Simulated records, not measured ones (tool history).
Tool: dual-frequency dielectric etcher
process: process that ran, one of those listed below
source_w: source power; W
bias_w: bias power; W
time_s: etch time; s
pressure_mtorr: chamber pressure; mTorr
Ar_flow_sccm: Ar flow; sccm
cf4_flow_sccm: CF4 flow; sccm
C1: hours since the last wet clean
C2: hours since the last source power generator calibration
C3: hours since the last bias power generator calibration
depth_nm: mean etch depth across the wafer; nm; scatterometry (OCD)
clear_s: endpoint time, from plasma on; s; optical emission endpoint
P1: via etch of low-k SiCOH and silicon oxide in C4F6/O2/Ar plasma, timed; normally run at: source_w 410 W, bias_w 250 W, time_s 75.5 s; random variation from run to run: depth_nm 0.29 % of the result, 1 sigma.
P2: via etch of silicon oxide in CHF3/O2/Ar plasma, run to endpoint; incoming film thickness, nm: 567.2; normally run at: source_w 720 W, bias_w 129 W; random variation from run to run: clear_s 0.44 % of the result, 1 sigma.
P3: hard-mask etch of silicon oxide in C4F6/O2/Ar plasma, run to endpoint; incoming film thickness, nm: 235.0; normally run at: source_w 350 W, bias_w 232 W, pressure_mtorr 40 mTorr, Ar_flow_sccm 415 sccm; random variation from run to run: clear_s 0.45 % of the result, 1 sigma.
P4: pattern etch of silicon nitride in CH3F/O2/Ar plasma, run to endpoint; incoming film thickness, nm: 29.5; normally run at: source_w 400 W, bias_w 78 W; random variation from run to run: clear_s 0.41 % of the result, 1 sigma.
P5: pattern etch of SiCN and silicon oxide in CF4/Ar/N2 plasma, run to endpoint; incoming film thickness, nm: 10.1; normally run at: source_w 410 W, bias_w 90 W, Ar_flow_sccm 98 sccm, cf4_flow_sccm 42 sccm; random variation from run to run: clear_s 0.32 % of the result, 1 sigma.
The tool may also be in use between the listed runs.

run 1 hour=5.2 | process=P1 source_w=410 bias_w=250 time_s=75.5 | C1=124.3 C2=1603.5 C3=251.6 | depth_nm=234.51
run 2 hour=11.8 | process=P4 source_w=400 bias_w=78 | C1=130.9 C2=1610.1 C3=258.2 | clear_s=40.355
run 3 hour=20 | process=P1 source_w=410 bias_w=250 time_s=75.5 | C1=139.1 C2=1618.3 C3=266.4 | depth_nm=234.63
run 4 hour=27.5 | process=P3 source_w=350 bias_w=232 pressure_mtorr=40 Ar_flow_sccm=415 | C1=146.6 C2=1625.8 C3=273.9 | clear_s=77.738
run 5 hour=38.8 | process=P3 source_w=200 bias_w=232 pressure_mtorr=40 Ar_flow_sccm=415 | C1=157.9 C2=1637.1 C3=285.2 | clear_s=95.568
run 6 hour=44.6 | process=P3 source_w=350 bias_w=232 pressure_mtorr=40 Ar_flow_sccm=415 | C1=163.7 C2=1642.9 C3=291 | clear_s=77.9
run 7 hour=51.8 | process=P1 source_w=540 bias_w=332 time_s=75.5 | C1=170.9 C2=1650.1 C3=298.2 | depth_nm=288.72
run 8 hour=63.3 | process=P1 source_w=410 bias_w=335 time_s=75.5 | C1=182.4 C2=1661.6 C3=309.7 | depth_nm=259.58
run 9 hour=68.3 | process=P2 source_w=720 bias_w=78 | C1=187.4 C2=1666.6 C3=314.7 | clear_s=346.98
-- hour=77.9 wet clean of the chamber
run 10 hour=79.2 | process=P1 source_w=410 bias_w=250 time_s=41.5 | C1=1.3 C2=1677.5 C3=325.6 | depth_nm=128.61
run 11 hour=90.6 | process=P1 source_w=490 bias_w=250 time_s=75.5 | C1=12.7 C2=1688.9 C3=337 | depth_nm=252.61
run 12 hour=102.1 | process=P3 source_w=350 bias_w=307 pressure_mtorr=40 Ar_flow_sccm=415 | C1=24.2 C2=1700.4 C3=348.5 | clear_s=70.71
run 13 hour=110.4 | process=P5 source_w=410 bias_w=90 Ar_flow_sccm=98 cf4_flow_sccm=42 | C1=32.5 C2=1708.7 C3=356.8 | clear_s=12.893
run 14 hour=121.6 | process=P3 source_w=350 bias_w=232 pressure_mtorr=53.5 Ar_flow_sccm=415 | C1=43.7 C2=1719.9 C3=368 | clear_s=80.79
run 15 hour=131.4 | process=P1 source_w=410 bias_w=250 time_s=111 | C1=53.5 C2=1729.7 C3=377.8 | depth_nm=345.39
run 16 hour=139.3 | process=P5 source_w=410 bias_w=56 Ar_flow_sccm=98 cf4_flow_sccm=42 | C1=61.4 C2=1737.6 C3=385.7 | clear_s=15.345
run 17 hour=146.7 | process=P1 source_w=410 bias_w=250 time_s=75.5 | C1=68.8 C2=1745 C3=393.1 | depth_nm=234.62
run 18 hour=154 | process=P5 source_w=520 bias_w=90 Ar_flow_sccm=98 cf4_flow_sccm=42 | C1=76.1 C2=1752.3 C3=400.4 | clear_s=10.529
run 19 hour=161.8 | process=P2 source_w=720 bias_w=129 | C1=83.9 C2=1760.1 C3=408.2 | clear_s=298.4
run 20 hour=171.7 | process=P3 source_w=350 bias_w=232 pressure_mtorr=40 Ar_flow_sccm=283 | C1=93.8 C2=1770 C3=418.1 | clear_s=74.464
run 21 hour=181.5 | process=P4 source_w=400 bias_w=47 | C1=103.6 C2=1779.8 C3=427.9 | clear_s=47.901
run 22 hour=187.5 | process=P1 source_w=410 bias_w=250 time_s=75.5 | C1=109.6 C2=1785.8 C3=433.9 | depth_nm=234.97
run 23 hour=193.4 | process=P5 source_w=410 bias_w=90 Ar_flow_sccm=98 cf4_flow_sccm=29 | C1=115.5 C2=1791.7 C3=439.8 | clear_s=13.71
run 24 hour=202.9 | process=P2 source_w=940 bias_w=129 | C1=125 C2=1801.2 C3=449.3 | clear_s=267.71
run 25 hour=211.6 | process=P4 source_w=510 bias_w=78 | C1=133.7 C2=1809.9 C3=458 | clear_s=36.821
run 26 hour=221.9 | process=P1 source_w=500 bias_w=250 time_s=105 | C1=144 C2=1820.2 C3=468.3 | depth_nm=353.1
run 27 hour=228.4 | process=P1 source_w=410 bias_w=164 time_s=75.5 | C1=150.5 C2=1826.7 C3=474.8 | depth_nm=206.34
run 28 hour=235.7 | process=P5 source_w=410 bias_w=90 Ar_flow_sccm=59 cf4_flow_sccm=42 | C1=157.8 C2=1834 C3=482.1 | clear_s=12.044
run 29 hour=242.7 | process=P1 source_w=260 bias_w=250 time_s=75.5 | C1=164.8 C2=1841 C3=489.1 | depth_nm=197.72
run 30 hour=252.1 | process=P2 source_w=720 bias_w=129 | C1=174.2 C2=1850.4 C3=498.5 | clear_s=299.94
run 31 hour=261.7 | process=P1 source_w=410 bias_w=250 time_s=75.5 | C1=183.8 C2=1860 C3=508.1 | depth_nm=236.01
run 32 hour=266.9 | process=P1 source_w=410 bias_w=250 time_s=75.5 | C1=189 C2=1865.2 C3=513.3 | depth_nm=236.14
run 33 hour=273.2 | process=P1 source_w=410 bias_w=250 time_s=75.5 | C1=195.3 C2=1871.5 C3=519.6 | depth_nm=237.13
run 34 hour=283.1 | process=P1 source_w=410 bias_w=250 time_s=75.5 | C1=205.2 C2=1881.4 C3=529.5 | depth_nm=238.6
-- hour=291.7 wet clean of the chamber
run 35 hour=293.4 | process=P1 source_w=410 bias_w=250 time_s=75.5 | C1=1.8 C2=1891.7 C3=539.8 | depth_nm=238.32
run 36 hour=301.2 | process=P1 source_w=410 bias_w=250 time_s=75.5 | C1=9.6 C2=1899.5 C3=547.6 | depth_nm=238.13
run 37 hour=306.7 | process=P1 source_w=410 bias_w=250 time_s=75.5 | C1=15.1 C2=1905 C3=553.1 | depth_nm=237.7
run 38 hour=316 | process=P1 source_w=410 bias_w=250 time_s=75.5 | C1=24.4 C2=1914.3 C3=562.4 | depth_nm=238.9
run 39 hour=321.1 | process=P1 source_w=410 bias_w=250 time_s=75.5 | C1=29.5 C2=1919.4 C3=567.5 | depth_nm=237.59
run 40 hour=331.8 | process=P1 source_w=410 bias_w=250 time_s=75.5 | C1=40.2 C2=1930.1 C3=578.2 | depth_nm=238.28

What P1 gives has crept away from where it was. These 2 causes fit the log equally well, each at the size given:
A: bias power that arrives over what is set, % = 4.71
B: source power that arrives over what is set, % = 4.16
The creep began at about hour 261.7.
Why every other cause is out:
chamber walls in a state that raises the etch rate, %: serviced at hour 291.7, which brought nothing back

4 check runs are offered, each on 2 wafers whose results are averaged, their results left as question marks. Which one tells the causes apart?
run check 1 hour=342.5 | process=P3 source_w=210 bias_w=307 pressure_mtorr=40 Ar_flow_sccm=415 | clear_s=?
run check 2 hour=342.5 | process=P4 source_w=490 bias_w=78 | clear_s=?
run check 3 hour=342.5 | process=P2 source_w=870 bias_w=129 | clear_s=?
run check 4 hour=342.5 | process=P5 source_w=410 bias_w=61 Ar_flow_sccm=60 cf4_flow_sccm=42 | clear_s=?

What each check would give under each cause:
check=check_1 result=clear_s if_A=83.808 if_B=83.938
check=check_2 result=clear_s if_A=36.857 if_B=36.873
check=check_3 result=clear_s if_A=272.92 if_B=272.37
check=check_4 result=clear_s if_A=13.543 if_B=13.262
How far apart the two closest causes lie, in the result that separates them most: check 1 0.16 %; check 2 0.04 %; check 3 0.2 %; check 4 2.1 %
Check 4 tells the causes apart: in the others they would give nearly the same result.

Check 4 was then run and gave: clear_s 13.525 s. Which cause is it?

It is A: bias power that arrives over what is set, %.

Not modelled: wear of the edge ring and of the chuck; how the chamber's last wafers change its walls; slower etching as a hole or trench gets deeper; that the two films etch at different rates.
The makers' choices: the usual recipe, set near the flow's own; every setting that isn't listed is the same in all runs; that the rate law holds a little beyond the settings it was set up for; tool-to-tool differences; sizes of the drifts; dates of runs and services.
